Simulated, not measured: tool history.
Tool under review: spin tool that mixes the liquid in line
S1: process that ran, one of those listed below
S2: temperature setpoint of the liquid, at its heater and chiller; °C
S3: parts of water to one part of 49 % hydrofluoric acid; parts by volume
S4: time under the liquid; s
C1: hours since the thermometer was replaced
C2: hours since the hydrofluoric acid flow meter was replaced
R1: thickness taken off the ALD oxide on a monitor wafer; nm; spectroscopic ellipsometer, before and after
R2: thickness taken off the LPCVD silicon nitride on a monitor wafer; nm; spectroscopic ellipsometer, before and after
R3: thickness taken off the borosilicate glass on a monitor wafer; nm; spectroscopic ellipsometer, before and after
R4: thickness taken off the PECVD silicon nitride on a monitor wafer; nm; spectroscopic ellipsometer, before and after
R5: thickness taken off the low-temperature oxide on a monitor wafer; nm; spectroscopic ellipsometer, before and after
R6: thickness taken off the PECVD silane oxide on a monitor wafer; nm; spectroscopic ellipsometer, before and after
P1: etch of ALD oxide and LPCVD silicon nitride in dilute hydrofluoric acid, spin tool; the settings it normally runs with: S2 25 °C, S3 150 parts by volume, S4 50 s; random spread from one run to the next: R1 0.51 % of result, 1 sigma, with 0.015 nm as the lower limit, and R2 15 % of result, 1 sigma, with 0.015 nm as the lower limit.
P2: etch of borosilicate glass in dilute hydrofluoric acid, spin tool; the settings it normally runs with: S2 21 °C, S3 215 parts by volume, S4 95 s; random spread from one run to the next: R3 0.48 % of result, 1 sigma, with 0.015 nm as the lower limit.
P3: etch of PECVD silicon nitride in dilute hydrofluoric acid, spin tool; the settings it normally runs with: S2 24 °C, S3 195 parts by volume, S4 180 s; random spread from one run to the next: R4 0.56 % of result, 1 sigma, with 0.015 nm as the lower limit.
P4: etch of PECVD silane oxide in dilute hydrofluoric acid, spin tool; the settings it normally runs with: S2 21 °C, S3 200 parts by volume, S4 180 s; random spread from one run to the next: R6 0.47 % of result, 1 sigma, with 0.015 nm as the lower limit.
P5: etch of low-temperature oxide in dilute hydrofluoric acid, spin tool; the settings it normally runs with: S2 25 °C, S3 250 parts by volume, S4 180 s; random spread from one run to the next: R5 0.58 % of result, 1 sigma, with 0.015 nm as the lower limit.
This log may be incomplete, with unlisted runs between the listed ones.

run,hour,S1,S2,S3,S4,C1,C2,R1,R2,R3,R4,R5,R6
1,4.9,P1,25,150,50,362.7,317.3,4.4123,0.14569,,,,
2,9.8,P2,21,215,95,367.6,322.2,,,12.14,,,
3,12.9,P1,25,150,80,370.7,325.3,6.9878,0.25052,,,,
4,16,P2,17,215,95,373.8,328.4,,,10.274,,,
5,18.6,P3,24,90,180,376.4,331,,,,11.305,,
6,22.1,P5,25,250,180,379.9,334.5,,,,,12.696,
7,26.5,P2,21,215,95,384.3,338.9,,,12.1,,,
8,30.4,P3,24,195,180,388.2,342.8,,,,5.3644,,
9,35.6,P4,17,200,180,393.4,348,,,,,,25.823
10,39,P1,25,150,50,396.8,351.4,4.4169,0.1776,,,,
11,44.5,P1,25,150,50,402.3,356.9,4.3978,0.16004,,,,
12,50,P1,25,150,50,407.8,362.4,4.3687,0.18981,,,,
13,52.5,P5,25,65,180,410.3,364.9,,,,,60.812,
14,55.3,P4,21,200,180,413.1,367.7,,,,,,30.326
15,59.5,P1,30.5,150,20,417.3,371.9,2.1799,0.069,,,,
16,63.5,P4,21,115,180,421.3,375.9,,,,,,57.457
17,66.8,P4,21,200,180,424.6,379.2,,,,,,30.314
18,70.3,P1,25,45,15,428.1,382.7,5.0477,0.20161,,,,
19,75.3,P2,21,215,45,433.1,387.7,,,5.6942,,,
20,80.9,P5,33,250,180,438.7,393.3,,,,,16.677,
21,84.4,P4,21,200,265,442.2,396.8,,,,,,44.706
22,88.3,P1,25,210,50,446.1,400.7,2.9221,0.092695,,,,
23,92.6,P5,25,250,45,450.4,405,,,,,3.2154,
24,97.1,P3,24,195,355,454.9,409.5,,,,10.398,,
25,102.1,P3,31,195,180,459.9,414.5,,,,8.193,,
26,105.1,P1,30.5,150,50,462.9,417.5,5.3569,0.3216,,,,
27,108.1,P1,25,85,50,465.9,420.5,8.3147,0.3281,,,,
28,112.4,P5,25,250,180,470.2,424.8,,,,,12.882,
29,116.3,P1,20,150,50,474.1,428.7,3.6272,0.095382,,,,
30,121.3,P1,25,150,50,479.1,433.7,4.3654,0.18272,,,,
31,124.9,P2,21,75,95,482.7,437.3,,,40.077,,,
32,128.4,P1,25,150,25,486.2,440.8,2.2208,0.081589,,,,
33,133.9,P1,25,150,50,491.7,446.3,4.3571,0.13663,,,,
34,139.2,P1,25,150,50,497,451.6,4.2458,0.18544,,,,
35,144.5,P1,25,150,50,502.3,456.9,4.221,0.18462,,,,
36,148.4,P1,25,150,50,506.2,460.8,4.2421,0.13039,,,,
37,153.8,P1,25,150,50,511.6,466.2,4.1879,0.18169,,,,
38,156.9,P1,25,150,50,514.7,469.3,4.1365,0.14655,,,,

Run 39 comes next. What will it give?
39,160.1,P1,25,150,50,517.9,472.5,?,?,,,,

{"run 39": {"R1": 4.1263, "R2": 0.12771}}

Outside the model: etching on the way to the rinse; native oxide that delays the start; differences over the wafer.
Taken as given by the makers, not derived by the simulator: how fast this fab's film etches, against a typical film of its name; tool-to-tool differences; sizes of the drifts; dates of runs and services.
